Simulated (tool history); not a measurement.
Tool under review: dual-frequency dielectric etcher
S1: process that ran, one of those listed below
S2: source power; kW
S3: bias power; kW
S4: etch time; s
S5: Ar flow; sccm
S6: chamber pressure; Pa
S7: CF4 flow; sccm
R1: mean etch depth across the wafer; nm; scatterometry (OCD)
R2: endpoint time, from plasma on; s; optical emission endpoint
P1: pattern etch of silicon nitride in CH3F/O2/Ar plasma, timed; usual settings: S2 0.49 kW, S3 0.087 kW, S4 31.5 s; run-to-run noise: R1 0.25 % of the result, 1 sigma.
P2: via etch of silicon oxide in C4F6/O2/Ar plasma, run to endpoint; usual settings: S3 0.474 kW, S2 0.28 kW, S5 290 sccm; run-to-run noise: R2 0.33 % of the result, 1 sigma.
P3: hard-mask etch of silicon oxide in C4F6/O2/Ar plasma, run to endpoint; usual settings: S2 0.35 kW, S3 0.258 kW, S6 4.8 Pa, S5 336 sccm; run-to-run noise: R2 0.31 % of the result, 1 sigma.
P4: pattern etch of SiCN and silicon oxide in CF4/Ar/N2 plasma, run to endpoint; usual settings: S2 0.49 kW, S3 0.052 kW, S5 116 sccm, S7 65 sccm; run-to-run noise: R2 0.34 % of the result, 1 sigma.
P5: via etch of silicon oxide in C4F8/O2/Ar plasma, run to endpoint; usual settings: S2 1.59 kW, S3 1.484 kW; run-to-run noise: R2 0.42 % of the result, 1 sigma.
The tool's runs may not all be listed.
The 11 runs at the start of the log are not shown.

run	hour	S1	S2	S3	S4	S5	S6	S7	R1	R2
12	139	P1	0.59	0.087	39.5				35.028	
13	152.3	P5	1.1	1.484						449.07
14	159	P4	0.49	0.052		83		65		15.797
15	172.1	P1	0.36	0.087	31.5				23.171	
16	186.5	P1	0.49	0.087	31.5				25.954	
17	197	P1	0.49	0.115	31.5				28.767	
18	211.6	P3	0.49	0.258		336	4.8			63.336
19	221.3	P2	0.28	0.668		290				25.576
20	229.9	P4	0.64	0.052		116		65		13.26
21	239.1	P1	0.49	0.087	43				35.653	
22	254.5	P1	0.59	0.087	31.5				27.964	
23	267.6	P2	0.28	0.474		226				28.498
24	279.7	P1	0.49	0.087	31.5				26.05	
25	289.2	P5	1.59	1.484						386.67
26	297.7	P1	0.49	0.114	22.5				20.493	
27	307.5	P3	0.35	0.258		336	4.8			71.931
28	323.1	P4	0.49	0.052		116		65		16.802
# hour 326.1: wet clean of the chamber
29	337.9	P2	0.28	0.474		290				29.343
30	349.4	P3	0.35	0.258		454	4.8			74.493
31	362.9	P4	0.49	0.04		116		65		18.322
32	374	P5	1.59	1.484						385.55
33	387.8	P1	0.49	0.087	31.5				26.068	

Forecast run 34:
34	400.7	P1	0.49	0.087	31.5				?	

For run 34 the tool returned R1 25.784 nm.

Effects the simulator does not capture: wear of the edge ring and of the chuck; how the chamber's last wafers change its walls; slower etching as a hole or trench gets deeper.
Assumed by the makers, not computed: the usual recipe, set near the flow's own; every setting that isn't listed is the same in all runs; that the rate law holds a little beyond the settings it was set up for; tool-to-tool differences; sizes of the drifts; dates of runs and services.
